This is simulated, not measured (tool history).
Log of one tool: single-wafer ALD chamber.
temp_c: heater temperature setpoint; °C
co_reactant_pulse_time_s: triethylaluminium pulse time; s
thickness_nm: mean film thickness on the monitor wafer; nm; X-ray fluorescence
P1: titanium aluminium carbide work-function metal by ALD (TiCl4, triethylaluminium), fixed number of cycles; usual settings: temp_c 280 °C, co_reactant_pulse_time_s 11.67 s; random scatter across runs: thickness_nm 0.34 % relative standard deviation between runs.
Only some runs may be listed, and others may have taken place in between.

run	hour	temp_c	co_reactant_pulse_time_s	thickness_nm
1	6.6	280	11.67	1.8946
2	12.0	305	11.67	2.1150
# hour 14.5: triethylaluminium bottle replaced
3	18.1	280	11.67	1.8920
4	23.0	280	16.81	1.9227
5	28.4	280	11.67	1.8890
6	35.4	263	11.67	1.7388
7	39.4	280	11.67	1.8901
8	46.7	280	6.50	1.7140
9	52.1	280	11.67	1.8925
10	58.4	262	19.12	1.7599
11	63.6	280	11.67	1.8909
12	71.1	280	11.67	1.8881
13	75.6	280	11.67	1.8769
14	82.9	280	11.67	1.8802
15	88.3	280	11.67	1.8584
16	93.1	280	11.67	1.8578
17	99.9	280	11.67	1.8633
18	106.4	280	11.67	1.8564
19	111.0	280	11.67	1.8612
20	118.6	280	11.67	1.8565
21	122.2	280	11.67	1.8580
22	128.2	280	11.67	1.8632

The log shows P1 creeping away from where it was. Any of the 2 causes listed here, at the size stated for it, fits the log just as well as the others:
A: triethylaluminium dose below that of a fresh bottle (%) = 18.2
B: wafer temperature below the value expected at the setpoint (K) = 4.24
At approximately hour 63.6, the process output began to creep.

Of the 4 check runs listed below, each run on one wafer and each result written as a question mark, which would let you distinguish the listed causes because they would give clearly different results?
check 1	134.2	289	11.67	?
check 2	134.2	265	11.67	?
check 3	134.2	303	11.67	?
check 4	134.2	280	7.69	?

Expected result of each check under each candidate cause:
check	result	if A	if B
check 1	thickness_nm	1.9338	1.9349
check 2	thickness_nm	1.7268	1.7247
check 3	thickness_nm	2.0569	2.0600
check 4	thickness_nm	1.7070	1.7560
Minimum pairwise separation of causes per check, each pair taken at its best-separating result: check 1 0.06 %; check 2 0.12 %; check 3 0.15 %; check 4 2.83 %
Only in check 4 would the causes give clearly different results; in the remaining checks their results would be nearly the same.

Running check 4 produced the following: thickness_nm 1.7129 nm. Which one of the listed causes fits?

The correct cause is A, namely: triethylaluminium dose below that of a fresh bottle (%).
